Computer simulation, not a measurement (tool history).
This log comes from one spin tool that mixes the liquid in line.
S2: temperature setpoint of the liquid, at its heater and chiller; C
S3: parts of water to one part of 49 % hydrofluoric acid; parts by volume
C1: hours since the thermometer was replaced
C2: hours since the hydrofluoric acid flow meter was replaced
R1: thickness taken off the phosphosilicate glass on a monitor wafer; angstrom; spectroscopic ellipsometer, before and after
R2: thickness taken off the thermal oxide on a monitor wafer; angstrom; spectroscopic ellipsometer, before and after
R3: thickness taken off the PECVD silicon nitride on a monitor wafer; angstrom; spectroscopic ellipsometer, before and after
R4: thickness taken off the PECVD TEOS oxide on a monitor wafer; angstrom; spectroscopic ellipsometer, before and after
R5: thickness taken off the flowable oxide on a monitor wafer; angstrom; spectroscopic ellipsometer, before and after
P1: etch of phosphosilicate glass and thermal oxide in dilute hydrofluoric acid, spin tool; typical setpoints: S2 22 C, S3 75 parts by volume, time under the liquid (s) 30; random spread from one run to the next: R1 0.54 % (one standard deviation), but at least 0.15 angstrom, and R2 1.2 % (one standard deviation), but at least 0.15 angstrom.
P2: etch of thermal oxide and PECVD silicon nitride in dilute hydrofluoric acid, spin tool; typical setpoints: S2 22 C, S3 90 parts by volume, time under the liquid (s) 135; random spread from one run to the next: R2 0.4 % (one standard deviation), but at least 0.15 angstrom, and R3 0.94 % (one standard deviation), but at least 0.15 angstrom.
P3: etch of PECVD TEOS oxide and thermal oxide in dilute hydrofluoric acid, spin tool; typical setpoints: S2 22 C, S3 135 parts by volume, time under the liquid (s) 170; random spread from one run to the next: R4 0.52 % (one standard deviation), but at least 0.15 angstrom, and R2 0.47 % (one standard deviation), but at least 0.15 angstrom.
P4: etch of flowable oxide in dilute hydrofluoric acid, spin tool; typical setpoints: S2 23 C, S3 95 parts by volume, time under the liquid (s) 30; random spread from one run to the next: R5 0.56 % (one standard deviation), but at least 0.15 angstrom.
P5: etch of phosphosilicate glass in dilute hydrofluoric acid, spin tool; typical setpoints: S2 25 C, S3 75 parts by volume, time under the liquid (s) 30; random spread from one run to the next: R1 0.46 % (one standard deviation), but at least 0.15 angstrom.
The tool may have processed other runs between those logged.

run 1 day=0.112 | process_that_ran=P1 S2=22 S3=75 time_under_the_liquid_(s)=30 | C1=899.1 C2=1197.2 | R1=712.1 R2=17.826
run 2 day=0.246 | process_that_ran=P2 S2=22 S3=90 time_under_the_liquid_(s)=255 | C1=902.3 C2=1200.4 | R2=124.72 R3=42.734
run 3 day=0.375 | process_that_ran=P1 S2=17 S3=75 time_under_the_liquid_(s)=30 | C1=905.4 C2=1203.5 | R1=585.48 R2=14.364
run 4 day=0.483 | process_that_ran=P1 S2=22 S3=75 time_under_the_liquid_(s)=60 | C1=908 C2=1206.1 | R1=1426.5 R2=35.655
run 5 day=0.65 | process_that_ran=P5 S2=18 S3=75 time_under_the_liquid_(s)=30 | C1=912 C2=1210.1 | R1=198.37
run 6 day=0.812 | process_that_ran=P1 S2=22 S3=75 time_under_the_liquid_(s)=30 | C1=915.9 C2=1214 | R1=719.95 R2=18.28
run 7 day=0.912 | process_that_ran=P1 S2=22 S3=115 time_under_the_liquid_(s)=30 | C1=918.3 C2=1216.4 | R1=440.79 R2=11.062
run 8 day=1.029 | process_that_ran=P1 S2=22 S3=75 time_under_the_liquid_(s)=30 | C1=921.1 C2=1219.2 | R1=713.03 R2=18.382
run 9 day=1.212 | process_that_ran=P3 S2=22 S3=135 time_under_the_liquid_(s)=35 | C1=925.5 C2=1223.6 | R2=10.9 R4=60.117
run 10 day=1.354 | process_that_ran=P1 S2=28.5 S3=135 time_under_the_liquid_(s)=30 | C1=928.9 C2=1227 | R1=472.49 R2=11.972
run 11 day=1.538 | process_that_ran=P2 S2=27.5 S3=90 time_under_the_liquid_(s)=135 | C1=933.3 C2=1231.4 | R2=81.449 R3=32.925
run 12 day=1.662 | process_that_ran=P4 S2=23 S3=95 time_under_the_liquid_(s)=50 | C1=936.3 C2=1234.4 | R5=136.76
run 13 day=1.754 | process_that_ran=P2 S2=22 S3=90 time_under_the_liquid_(s)=135 | C1=938.5 C2=1236.6 | R2=65.725 R3=22.987
run 14 day=1.875 | process_that_ran=P2 S2=22 S3=130 time_under_the_liquid_(s)=135 | C1=941.4 C2=1239.5 | R2=43.974 R3=15.996
run 15 day=2.05 | process_that_ran=P3 S2=22 S3=135 time_under_the_liquid_(s)=170 | C1=945.6 C2=1243.7 | R2=53.34 R4=287.6
run 16 day=2.133 | process_that_ran=P4 S2=23 S3=95 time_under_the_liquid_(s)=30 | C1=947.6 C2=1245.7 | R5=81.356
run 17 day=2.233 | process_that_ran=P3 S2=27 S3=135 time_under_the_liquid_(s)=170 | C1=950 C2=1248.1 | R2=65.152 R4=350.72
run 18 day=2.358 | process_that_ran=P1 S2=22 S3=35 time_under_the_liquid_(s)=15 | C1=953 C2=1251.1 | R1=797.89 R2=20.129
run 19 day=2.542 | process_that_ran=P5 S2=25 S3=135 time_under_the_liquid_(s)=30 | C1=957.4 C2=1255.5 | R1=136.49
run 20 day=2.683 | process_that_ran=P1 S2=22 S3=75 time_under_the_liquid_(s)=15 | C1=960.8 C2=1258.9 | R1=358.31 R2=8.9384
run 21 day=2.783 | process_that_ran=P1 S2=22 S3=20 time_under_the_liquid_(s)=30 | C1=963.2 C2=1261.3 | R1=2907.1 R2=72.887
run 22 day=2.962 | process_that_ran=P4 S2=23 S3=145 time_under_the_liquid_(s)=30 | C1=967.5 C2=1265.6 | R5=50.377
run 23 day=3.133 | process_that_ran=P4 S2=23 S3=95 time_under_the_liquid_(s)=30 | C1=971.6 C2=1269.7 | R5=81.001
run 24 day=3.275 | process_that_ran=P2 S2=22 S3=90 time_under_the_liquid_(s)=135 | C1=975 C2=1273.1 | R2=65.768 R3=22.84
run 25 day=3.379 | process_that_ran=P4 S2=17 S3=95 time_under_the_liquid_(s)=30 | C1=977.5 C2=1275.6 | R5=64.577
run 26 day=3.467 | process_that_ran=P3 S2=22 S3=240 time_under_the_liquid_(s)=170 | C1=979.6 C2=1277.7 | R2=27.176 R4=146.5
run 27 day=3.592 | process_that_ran=P5 S2=25 S3=75 time_under_the_liquid_(s)=30 | C1=982.6 C2=1280.7 | R1=264.87
run 28 day=3.75 | process_that_ran=P5 S2=25 S3=75 time_under_the_liquid_(s)=30 | C1=986.4 C2=1284.5 | R1=266.99
run 29 day=3.908 | process_that_ran=P5 S2=25 S3=75 time_under_the_liquid_(s)=60 | C1=990.2 C2=1288.3 | R1=530.8
run 30 day=4.054 | process_that_ran=P1 S2=22 S3=75 time_under_the_liquid_(s)=30 | C1=993.7 C2=1291.8 | R1=719.52 R2=17.861
run 31 day=4.171 | process_that_ran=P1 S2=28 S3=75 time_under_the_liquid_(s)=30 | C1=996.5 C2=1294.6 | R1=908.76 R2=22.273
run 32 day=4.304 | process_that_ran=P3 S2=22 S3=135 time_under_the_liquid_(s)=170 | C1=999.7 C2=1297.8 | R2=53.011 R4=290.63
run 33 day=4.488 | process_that_ran=P1 S2=22 S3=75 time_under_the_liquid_(s)=30 | C1=1004.1 C2=1302.2 | R1=714.37 R2=17.789
run 34 day=4.638 | process_that_ran=P1 S2=22 S3=75 time_under_the_liquid_(s)=30 | C1=1007.7 C2=1305.8 | R1=715.39 R2=17.609
run 35 day=4.729 | process_that_ran=P1 S2=22 S3=75 time_under_the_liquid_(s)=30 | C1=1009.9 C2=1308 | R1=686.67 R2=17.671
run 36 day=4.817 | process_that_ran=P1 S2=22 S3=75 time_under_the_liquid_(s)=30 | C1=1012 C2=1310.1 | R1=680.1 R2=16.847
run 37 day=4.929 | process_that_ran=P1 S2=22 S3=75 time_under_the_liquid_(s)=30 | C1=1014.7 C2=1312.8 | R1=661.45 R2=16.996
run 38 day=5.121 | process_that_ran=P1 S2=22 S3=75 time_under_the_liquid_(s)=30 | C1=1019.3 C2=1317.4 | R1=651.32 R2=16.042
run 39 day=5.25 | process_that_ran=P1 S2=22 S3=75 time_under_the_liquid_(s)=30 | C1=1022.4 C2=1320.5 | R1=647.06 R2=15.938
run 40 day=5.35 | process_that_ran=P1 S2=22 S3=75 time_under_the_liquid_(s)=30 | C1=1024.8 C2=1322.9 | R1=652.6 R2=16.331
run 41 day=5.512 | process_that_ran=P1 S2=22 S3=75 time_under_the_liquid_(s)=30 | C1=1028.7 C2=1326.8 | R1=641 R2=16.458

P1 no longer gives what it gave before; its output has crept away from where it was. The following 2 causes, each at its listed size, fit the log equally well:
A: liquid colder than its thermometer reads (K) = 2.42
B: hydrofluoric acid flow below the setpoint (%) = 8.74
Creep in the process output first set in at about day 4.638.

Below are 4 check runs, each averaged over 2 wafers, with their results shown as question marks. Which of them would give clearly different results depending on which cause is behind the drift?
run check 1 day=5.675 | process_that_ran=P3 S2=22 S3=135 time_under_the_liquid_(s)=170 | R2=? R4=?
run check 2 day=5.675 | process_that_ran=P2 S2=22 S3=90 time_under_the_liquid_(s)=135 | R2=? R3=?
run check 3 day=5.675 | process_that_ran=P5 S2=25 S3=75 time_under_the_liquid_(s)=30 | R1=?
run check 4 day=5.675 | process_that_ran=P4 S2=23 S3=95 time_under_the_liquid_(s)=30 | R5=?

What every check run would give for each of its results, assuming each possible cause in turn:
check=check_1 result=R2 if_A=48.515 if_B=48.068
check=check_1 result=R4 if_A=262.89 if_B=260.46
check=check_2 result=R2 if_A=59.586 if_B=59.45
check=check_2 result=R3 if_A=19.342 if_B=20.841
check=check_3 result=R1 if_A=241 if_B=240.3
check=check_4 result=R5 if_A=74.017 if_B=73.703
Distance between the nearest two causes, measured in the result of the check that separates them most: check 1 0.93 %; check 2 7.46 %; check 3 0.29 %; check 4 0.42 %
Check 2 is the one run that separates the causes; every other check would come out nearly the same whichever cause is at work.

Check 2 has now been run. It gave: R2 59.495 angstrom; R3 19.224 angstrom. Which of the candidate causes is it?

It is A: liquid colder than its thermometer reads (K).
